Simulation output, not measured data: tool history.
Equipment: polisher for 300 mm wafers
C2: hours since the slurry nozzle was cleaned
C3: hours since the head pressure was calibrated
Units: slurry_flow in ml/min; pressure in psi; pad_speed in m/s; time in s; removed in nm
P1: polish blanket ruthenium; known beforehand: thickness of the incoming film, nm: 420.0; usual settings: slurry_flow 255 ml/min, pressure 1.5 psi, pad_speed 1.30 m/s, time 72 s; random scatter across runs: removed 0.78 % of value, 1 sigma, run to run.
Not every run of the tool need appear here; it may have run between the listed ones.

Run 1, hour 5.3: slurry_flow 255 ml/min, pressure 1.5 psi, pad_speed 1.30 m/s, time 72 s; wafers polished on this pad 849; C2 577.0; C3 215.7. Result: removed 72.292 nm.
Run 2, hour 13.2: slurry_flow 155 ml/min, pressure 1.5 psi, pad_speed 1.30 m/s, time 72 s; wafers polished on this pad 914; C2 584.9; C3 223.6. Result: removed 66.475 nm.
Run 3, hour 22.3: slurry_flow 255 ml/min, pressure 0.9 psi, pad_speed 1.30 m/s, time 95 s; wafers polished on this pad 989; C2 594.0; C3 232.7. Result: removed 56.736 nm.
Run 4, hour 30.7: slurry_flow 255 ml/min, pressure 2.3 psi, pad_speed 1.30 m/s, time 72 s; wafers polished on this pad 1059; C2 602.4; C3 241.1. Result: removed 112.130 nm.
Run 5, hour 37.8: slurry_flow 255 ml/min, pressure 1.5 psi, pad_speed 1.30 m/s, time 93 s; wafers polished on this pad 1118; C2 609.5; C3 248.2. Result: removed 93.755 nm.
Run 6, hour 46.0: slurry_flow 255 ml/min, pressure 1.5 psi, pad_speed 0.70 m/s, time 72 s; wafers polished on this pad 1185; C2 617.7; C3 256.4. Result: removed 39.072 nm.
Run 7, hour 50.2: slurry_flow 255 ml/min, pressure 1.5 psi, pad_speed 1.30 m/s, time 34 s; wafers polished on this pad 1220; C2 621.9; C3 260.6. Result: removed 34.089 nm.
Run 8, hour 54.4: slurry_flow 255 ml/min, pressure 1.1 psi, pad_speed 1.30 m/s, time 104 s; wafers polished on this pad 1255; C2 626.1; C3 264.8. Result: removed 76.301 nm.
Run 9, hour 60.3: slurry_flow 345 ml/min, pressure 1.5 psi, pad_speed 1.30 m/s, time 72 s; wafers polished on this pad 1304; C2 632.0; C3 270.7. Result: removed 75.093 nm.
Run 10, hour 68.8: slurry_flow 255 ml/min, pressure 1.5 psi, pad_speed 1.30 m/s, time 72 s; wafers polished on this pad 1374; C2 640.5; C3 279.2. Result: removed 72.182 nm.
Run 11, hour 73.1: slurry_flow 255 ml/min, pressure 1.5 psi, pad_speed 1.30 m/s, time 72 s; wafers polished on this pad 1409; C2 644.8; C3 283.5. Result: removed 72.460 nm.
Run 12, hour 81.6: slurry_flow 255 ml/min, pressure 1.5 psi, pad_speed 1.30 m/s, time 72 s; wafers polished on this pad 1480; C2 653.3; C3 292.0. Result: removed 72.890 nm.
Run 13, hour 88.8: slurry_flow 255 ml/min, pressure 1.5 psi, pad_speed 1.30 m/s, time 72 s; wafers polished on this pad 1539; C2 660.5; C3 299.2. Result: removed 72.607 nm.
Run 14, hour 97.3: slurry_flow 365 ml/min, pressure 1.5 psi, pad_speed 2.00 m/s, time 72 s; wafers polished on this pad 1609; C2 669.0; C3 307.7. Result: removed 116.060 nm.
Run 15, hour 102.6: slurry_flow 255 ml/min, pressure 1.5 psi, pad_speed 1.30 m/s, time 72 s; wafers polished on this pad 1653; C2 674.3; C3 313.0. Result: removed 73.687 nm.
Run 16, hour 107.6: slurry_flow 255 ml/min, pressure 1.5 psi, pad_speed 1.96 m/s, time 72 s; wafers polished on this pad 1694; C2 679.3; C3 318.0. Result: removed 109.260 nm.
Run 17, hour 116.7: slurry_flow 255 ml/min, pressure 1.0 psi, pad_speed 1.30 m/s, time 72 s; wafers polished on this pad 1770; C2 688.4; C3 327.1. Result: removed 48.327 nm.

Forecast run 18:
Run 18, hour 124.6: slurry_flow 255 ml/min, pressure 1.5 psi, pad_speed 1.30 m/s, time 72 s; wafers polished on this pad 1835; C2 696.3; C3 335.0. Result: removed ?.

Run 18 came out at removed 71.775 nm.
